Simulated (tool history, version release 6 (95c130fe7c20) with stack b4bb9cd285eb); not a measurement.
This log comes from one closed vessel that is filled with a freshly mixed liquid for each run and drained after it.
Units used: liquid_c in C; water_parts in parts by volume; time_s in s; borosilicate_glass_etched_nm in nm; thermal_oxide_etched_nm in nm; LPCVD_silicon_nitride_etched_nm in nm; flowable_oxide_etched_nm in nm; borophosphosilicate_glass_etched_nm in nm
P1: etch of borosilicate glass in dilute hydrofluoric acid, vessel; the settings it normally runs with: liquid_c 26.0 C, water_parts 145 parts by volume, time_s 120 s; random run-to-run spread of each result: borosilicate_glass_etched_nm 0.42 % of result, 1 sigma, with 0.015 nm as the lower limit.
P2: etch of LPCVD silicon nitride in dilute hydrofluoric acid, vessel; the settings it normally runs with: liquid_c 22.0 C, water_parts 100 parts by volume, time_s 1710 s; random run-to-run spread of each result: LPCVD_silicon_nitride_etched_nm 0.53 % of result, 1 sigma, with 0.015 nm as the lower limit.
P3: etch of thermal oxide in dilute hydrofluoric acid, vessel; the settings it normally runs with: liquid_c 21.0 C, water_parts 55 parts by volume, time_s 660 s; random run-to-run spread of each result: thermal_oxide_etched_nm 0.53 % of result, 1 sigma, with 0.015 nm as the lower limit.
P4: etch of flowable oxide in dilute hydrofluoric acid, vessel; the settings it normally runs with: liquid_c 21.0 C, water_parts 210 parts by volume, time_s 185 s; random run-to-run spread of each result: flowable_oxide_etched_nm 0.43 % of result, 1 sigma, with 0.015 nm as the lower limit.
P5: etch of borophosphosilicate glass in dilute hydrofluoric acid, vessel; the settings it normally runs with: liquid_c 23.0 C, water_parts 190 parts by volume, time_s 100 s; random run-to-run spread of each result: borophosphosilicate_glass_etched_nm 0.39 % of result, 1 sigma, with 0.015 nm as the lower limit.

| run | hour | process | liquid_c | water_parts | time_s | borosilicate_glass_etched_nm | thermal_oxide_etched_nm | LPCVD_silicon_nitride_etched_nm | flowable_oxide_etched_nm | borophosphosilicate_glass_etched_nm |
|---|---|---|---|---|---|---|---|---|---|---|
| 1 | 12.0 | P1 | 26.0 | 145 | 120 | 25.8620 |  |  |  |  |
| 2 | 26.2 | P3 | 21.0 | 55 | 660 |  | 53.993 |  |  |  |
| 3 | 38.9 | P1 | 26.0 | 145 | 195 | 41.9660 |  |  |  |  |
| 4 | 52.3 | P1 | 30.5 | 145 | 120 | 30.2670 |  |  |  |  |
| 5 | 62.9 | P1 | 26.0 | 145 | 65 | 14.0040 |  |  |  |  |
| 6 | 72.5 | P1 | 26.0 | 145 | 120 | 25.4570 |  |  |  |  |
| 7 | 88.3 | P2 | 22.0 | 100 | 1710 |  |  | 7.1025 |  |  |
| 8 | 101.6 | P4 | 21.0 | 210 | 185 |  |  |  | 41.488 |  |
| 9 | 112.9 | P5 | 29.5 | 190 | 100 |  |  |  |  | 40.697 |
| 10 | 125.0 | P1 | 26.0 | 145 | 120 | 25.8290 |  |  |  |  |
| 11 | 139.2 | P2 | 17.0 | 100 | 1710 |  |  | 5.0295 |  |  |
| 12 | 153.9 | P1 | 26.0 | 145 | 120 | 25.7130 |  |  |  |  |
|  | 160.7 | hydrofluoric acid flow meter replaced |
| 13 | 162.1 | P1 | 26.0 | 235 | 30 | 3.5786 |  |  |  |  |
| 14 | 169.0 | P3 | 21.0 | 55 | 1165 |  | 95.380 |  |  |  |
| 15 | 176.3 | P3 | 21.0 | 55 | 660 |  | 53.706 |  |  |  |
| 16 | 187.3 | P5 | 23.0 | 190 | 100 |  |  |  |  | 32.124 |
| 17 | 199.4 | P2 | 22.0 | 100 | 345 |  |  | 1.4449 |  |  |
| 18 | 209.4 | P3 | 21.0 | 25 | 660 |  | 124.020 |  |  |  |
| 19 | 220.8 | P3 | 28.0 | 55 | 660 |  | 71.911 |  |  |  |
| 20 | 235.6 | P1 | 26.0 | 145 | 120 | 25.5810 |  |  |  |  |
| 21 | 245.2 | P1 | 26.0 | 55 | 120 | 76.2610 |  |  |  |  |
| 22 | 256.8 | P5 | 23.0 | 190 | 100 |  |  |  |  | 32.137 |
| 23 | 269.8 | P2 | 22.0 | 45 | 1710 |  |  | 15.6550 |  |  |
| 24 | 284.0 | P1 | 26.0 | 220 | 120 | 15.5790 |  |  |  |  |
| 25 | 291.7 | P1 | 18.5 | 145 | 120 | 19.2530 |  |  |  |  |
| 26 | 306.4 | P5 | 23.0 | 190 | 35 |  |  |  |  | 11.187 |
| 27 | 321.8 | P4 | 21.0 | 210 | 270 |  |  |  | 60.506 |  |
| 28 | 329.4 | P5 | 23.0 | 45 | 100 |  |  |  |  | 160.400 |
| 29 | 344.3 | P4 | 21.0 | 210 | 185 |  |  |  | 41.700 |  |
| 30 | 359.4 | P4 | 17.0 | 210 | 185 |  |  |  | 35.426 |  |
| 31 | 372.9 | P4 | 21.0 | 340 | 185 |  |  |  | 22.713 |  |
| 32 | 388.3 | P1 | 26.0 | 145 | 120 | 25.7420 |  |  |  |  |
| 33 | 403.8 | P1 | 26.0 | 145 | 120 | 24.9530 |  |  |  |  |
| 34 | 413.3 | P1 | 26.0 | 145 | 120 | 24.5880 |  |  |  |  |
| 35 | 422.8 | P1 | 26.0 | 145 | 120 | 24.5680 |  |  |  |  |
| 36 | 432.3 | P1 | 26.0 | 145 | 120 | 24.4350 |  |  |  |  |
| 37 | 445.6 | P1 | 26.0 | 145 | 120 | 24.4970 |  |  |  |  |
| 38 | 454.2 | P1 | 26.0 | 145 | 120 | 24.4030 |  |  |  |  |

P1 has crept away from where it was. The log is fitted equally well by each of these 2 causes, at the sizes shown:
A: hydrofluoric acid flow below the setpoint (%) = 4.56
B: liquid colder than its thermometer reads (K) = 1.46
The drift started at roughly hour 388.3.

Which of the 4 check runs listed below separates the causes, so that each cause would produce a clearly different result? Each run uses one wafer, and its results are marked with question marks.
| check 1 | 462.8 | P4 | 21.0 | 335 | 185 |  |  |  | ? |  |
| check 2 | 462.8 | P2 | 18.5 | 55 | 1710 |  |  | ? |  |  |
| check 3 | 462.8 | P3 | 26.0 | 55 | 980 |  | ? |  |  |  |
| check 4 | 462.8 | P5 | 28.0 | 190 | 50 |  |  |  |  | ? |

Check results expected under each cause:
| check | result | if A | if B |
|---|---|---|---|
| check 1 | flowable_oxide_etched_nm | 21.792 | 21.981 |
| check 2 | LPCVD_silicon_nitride_etched_nm | 9.5475 | 9.0134 |
| check 3 | thermal_oxide_etched_nm | 93.291 | 92.465 |
| check 4 | borophosphosilicate_glass_etched_nm | 18.200 | 18.291 |
Minimum pairwise separation of causes per check, each pair taken at its best-separating result: check 1 0.86 %; check 2 5.76 %; check 3 0.89 %; check 4 0.5 %
The other checks would show nearly matching results whichever cause is true, so check 2 is the only one that separates the causes.

After running check 2, the following was obtained: LPCVD_silicon_nitride_etched_nm 9.6498 nm. Which cause does this point to?

A is the cause: hydrofluoric acid flow below the setpoint (%).
